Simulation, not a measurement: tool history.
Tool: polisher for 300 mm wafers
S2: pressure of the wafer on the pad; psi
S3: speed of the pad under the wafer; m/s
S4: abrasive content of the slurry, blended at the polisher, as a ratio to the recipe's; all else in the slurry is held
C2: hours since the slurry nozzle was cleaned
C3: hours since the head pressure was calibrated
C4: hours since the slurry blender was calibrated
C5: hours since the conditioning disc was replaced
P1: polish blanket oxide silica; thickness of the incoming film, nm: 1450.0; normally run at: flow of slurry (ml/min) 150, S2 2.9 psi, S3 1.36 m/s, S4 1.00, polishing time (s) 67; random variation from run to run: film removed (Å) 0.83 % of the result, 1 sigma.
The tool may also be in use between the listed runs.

run 1 hour=7.1 | flow_of_slurry_(ml/min)=150 S2=2.9 S3=1.36 S4=1.00 polishing_time_(s)=67 | wafers_polished_on_this_pad=188 C2=208.8 C3=325.0 C4=97.3 C5=190.4 | film_removed_(Å)=1610.00
run 2 hour=11.9 | flow_of_slurry_(ml/min)=150 S2=2.9 S3=1.36 S4=0.55 polishing_time_(s)=67 | wafers_polished_on_this_pad=250 C2=213.6 C3=329.8 C4=102.1 C5=195.2 | film_removed_(Å)=1176.90
run 3 hour=19.7 | flow_of_slurry_(ml/min)=150 S2=2.9 S3=1.36 S4=1.00 polishing_time_(s)=67 | wafers_polished_on_this_pad=350 C2=221.4 C3=337.6 C4=109.9 C5=203.0 | film_removed_(Å)=1626.70
run 4 hour=28.2 | flow_of_slurry_(ml/min)=150 S2=2.9 S3=1.36 S4=1.00 polishing_time_(s)=67 | wafers_polished_on_this_pad=460 C2=229.9 C3=346.1 C4=118.4 C5=211.5 | film_removed_(Å)=1641.40
run 5 hour=32.8 | flow_of_slurry_(ml/min)=150 S2=2.9 S3=1.36 S4=1.00 polishing_time_(s)=67 | wafers_polished_on_this_pad=519 C2=234.5 C3=350.7 C4=123.0 C5=216.1 | film_removed_(Å)=1578.00
run 6 hour=37.3 | flow_of_slurry_(ml/min)=150 S2=2.9 S3=1.36 S4=1.00 polishing_time_(s)=67 | wafers_polished_on_this_pad=577 C2=239.0 C3=355.2 C4=127.5 C5=220.6 | film_removed_(Å)=1600.20
run 7 hour=44.9 | flow_of_slurry_(ml/min)=150 S2=1.8 S3=1.36 S4=1.00 polishing_time_(s)=67 | wafers_polished_on_this_pad=674 C2=246.6 C3=362.8 C4=135.1 C5=228.2 | film_removed_(Å)=988.93
run 8 hour=50.7 | flow_of_slurry_(ml/min)=150 S2=2.9 S3=1.36 S4=1.00 polishing_time_(s)=67 | wafers_polished_on_this_pad=749 C2=252.4 C3=368.6 C4=140.9 C5=234.0 | film_removed_(Å)=1616.10
-- hour=51.4 worn pad replaced by a new one
run 9 hour=54.9 | flow_of_slurry_(ml/min)=150 S2=4.6 S3=1.36 S4=1.00 polishing_time_(s)=67 | wafers_polished_on_this_pad=46 C2=256.6 C3=372.8 C4=145.1 C5=238.2 | film_removed_(Å)=2509.40
run 10 hour=59.5 | flow_of_slurry_(ml/min)=150 S2=2.9 S3=1.36 S4=1.45 polishing_time_(s)=67 | wafers_polished_on_this_pad=105 C2=261.2 C3=377.4 C4=149.7 C5=242.8 | film_removed_(Å)=1871.30
run 11 hour=66.3 | flow_of_slurry_(ml/min)=150 S2=2.9 S3=0.64 S4=1.00 polishing_time_(s)=67 | wafers_polished_on_this_pad=192 C2=268.0 C3=384.2 C4=156.5 C5=249.6 | film_removed_(Å)=876.27
run 12 hour=70.6 | flow_of_slurry_(ml/min)=150 S2=2.9 S3=1.36 S4=1.00 polishing_time_(s)=39 | wafers_polished_on_this_pad=248 C2=272.3 C3=388.5 C4=160.8 C5=253.9 | film_removed_(Å)=922.35
run 13 hour=74.5 | flow_of_slurry_(ml/min)=150 S2=2.9 S3=1.36 S4=1.00 polishing_time_(s)=67 | wafers_polished_on_this_pad=298 C2=276.2 C3=392.4 C4=164.7 C5=257.8 | film_removed_(Å)=1610.40
run 14 hour=78.3 | flow_of_slurry_(ml/min)=200 S2=2.9 S3=1.36 S4=1.00 polishing_time_(s)=67 | wafers_polished_on_this_pad=347 C2=280.0 C3=396.2 C4=168.5 C5=261.6 | film_removed_(Å)=1691.00
run 15 hour=83.9 | flow_of_slurry_(ml/min)=150 S2=2.9 S3=1.86 S4=1.00 polishing_time_(s)=67 | wafers_polished_on_this_pad=419 C2=285.6 C3=401.8 C4=174.1 C5=267.2 | film_removed_(Å)=2068.20
run 16 hour=88.0 | flow_of_slurry_(ml/min)=90 S2=2.9 S3=1.36 S4=1.00 polishing_time_(s)=67 | wafers_polished_on_this_pad=471 C2=289.7 C3=405.9 C4=178.2 C5=271.3 | film_removed_(Å)=1439.20
-- hour=94.1 conditioning disc replaced and pad reconditioned
run 17 hour=96.1 | flow_of_slurry_(ml/min)=90 S2=4.4 S3=1.36 S4=1.00 polishing_time_(s)=67 | wafers_polished_on_this_pad=576 C2=297.8 C3=414.0 C4=186.3 C5=2.1 | film_removed_(Å)=2162.80
run 18 hour=100.6 | flow_of_slurry_(ml/min)=150 S2=2.9 S3=1.36 S4=1.00 polishing_time_(s)=100 | wafers_polished_on_this_pad=633 C2=302.3 C3=418.5 C4=190.8 C5=6.6 | film_removed_(Å)=2356.20
run 19 hour=109.0 | flow_of_slurry_(ml/min)=150 S2=2.9 S3=1.36 S4=1.00 polishing_time_(s)=67 | wafers_polished_on_this_pad=741 C2=310.7 C3=426.9 C4=199.2 C5=15.0 | film_removed_(Å)=1586.30
run 20 hour=114.4 | flow_of_slurry_(ml/min)=150 S2=2.9 S3=1.36 S4=1.00 polishing_time_(s)=67 | wafers_polished_on_this_pad=811 C2=316.1 C3=432.3 C4=204.6 C5=20.4 | film_removed_(Å)=1539.10
run 21 hour=118.3 | flow_of_slurry_(ml/min)=150 S2=2.9 S3=1.36 S4=1.00 polishing_time_(s)=67 | wafers_polished_on_this_pad=861 C2=320.0 C3=436.2 C4=208.5 C5=24.3 | film_removed_(Å)=1533.60
run 22 hour=123.7 | flow_of_slurry_(ml/min)=150 S2=2.9 S3=1.36 S4=1.00 polishing_time_(s)=67 | wafers_polished_on_this_pad=931 C2=325.4 C3=441.6 C4=213.9 C5=29.7 | film_removed_(Å)=1496.90
-- hour=130.8 conditioning disc replaced and pad reconditioned
run 23 hour=131.1 | flow_of_slurry_(ml/min)=150 S2=2.9 S3=1.36 S4=1.00 polishing_time_(s)=67 | wafers_polished_on_this_pad=1026 C2=332.8 C3=449.0 C4=221.3 C5=0.3 | film_removed_(Å)=1470.50
run 24 hour=135.4 | flow_of_slurry_(ml/min)=150 S2=2.9 S3=1.36 S4=1.00 polishing_time_(s)=67 | wafers_polished_on_this_pad=1081 C2=337.1 C3=453.3 C4=225.6 C5=4.6 | film_removed_(Å)=1465.50
run 25 hour=142.0 | flow_of_slurry_(ml/min)=150 S2=2.9 S3=1.36 S4=1.00 polishing_time_(s)=67 | wafers_polished_on_this_pad=1166 C2=343.7 C3=459.9 C4=232.2 C5=11.2 | film_removed_(Å)=1460.80
-- hour=143.9 worn pad replaced by a new one
run 26 hour=147.2 | flow_of_slurry_(ml/min)=150 S2=2.9 S3=1.36 S4=1.00 polishing_time_(s)=67 | wafers_polished_on_this_pad=42 C2=348.9 C3=465.1 C4=237.4 C5=16.4 | film_removed_(Å)=1454.40
run 27 hour=154.6 | flow_of_slurry_(ml/min)=150 S2=2.9 S3=1.36 S4=1.00 polishing_time_(s)=67 | wafers_polished_on_this_pad=137 C2=356.3 C3=472.5 C4=244.8 C5=23.8 | film_removed_(Å)=1432.90
run 28 hour=159.7 | flow_of_slurry_(ml/min)=150 S2=2.9 S3=1.36 S4=1.00 polishing_time_(s)=67 | wafers_polished_on_this_pad=203 C2=361.4 C3=477.6 C4=249.9 C5=28.9 | film_removed_(Å)=1452.00
run 29 hour=166.9 | flow_of_slurry_(ml/min)=150 S2=2.9 S3=1.36 S4=1.00 polishing_time_(s)=67 | wafers_polished_on_this_pad=296 C2=368.6 C3=484.8 C4=257.1 C5=36.1 | film_removed_(Å)=1424.90

What P1 gives has crept away from where it was. These 3 causes fit the log equally well, each at the size given:
A: head's pressure below its setpoint, % = 10.2
B: slurry flow missing at the pad, % = 39
C: abrasive missing from the slurry, % = 20.1
The creep began at about hour 109.0.
Why every other cause is out:
removal rate lost through wear of the pad, %: serviced at hour 143.9, which brought nothing back
time polished since the conditioner stopped cutting, s: serviced at hour 130.8, which brought nothing back

4 check runs are offered, each on 5 wafers whose results are averaged, their results left as question marks. Which one tells the causes apart?
run check 1 hour=174.1 | flow_of_slurry_(ml/min)=150 S2=3.7 S3=1.36 S4=1.00 polishing_time_(s)=67 | film_removed_(Å)=?
run check 2 hour=174.1 | flow_of_slurry_(ml/min)=90 S2=2.9 S3=1.36 S4=0.55 polishing_time_(s)=67 | film_removed_(Å)=?
run check 3 hour=174.1 | flow_of_slurry_(ml/min)=90 S2=4.3 S3=1.36 S4=1.00 polishing_time_(s)=67 | film_removed_(Å)=?
run check 4 hour=174.1 | flow_of_slurry_(ml/min)=150 S2=4.0 S3=1.36 S4=1.00 polishing_time_(s)=41 | film_removed_(Å)=?

What each check would give under each cause:
check=check_1 result=film_removed_(Å) if_A=1837.60 if_B=1837.10 if_C=1836.40
check=check_2 result=film_removed_(Å) if_A=938.27 if_B=883.34 if_C=907.34
check=check_3 result=film_removed_(Å) if_A=1908.60 if_B=1796.90 if_C=1907.30
check=check_4 result=film_removed_(Å) if_A=1215.70 if_B=1215.30 if_C=1214.90
How far apart the two closest causes lie, in the result that separates them most: check 1 0.03 %; check 2 2.68 %; check 3 0.07 %; check 4 0.03 %
Check 2 tells the causes apart: in the others they would give nearly the same result.

Then check 2 was run and gave: film removed (Å) 932.53. Which cause is it?

It is A: head's pressure below its setpoint, %.
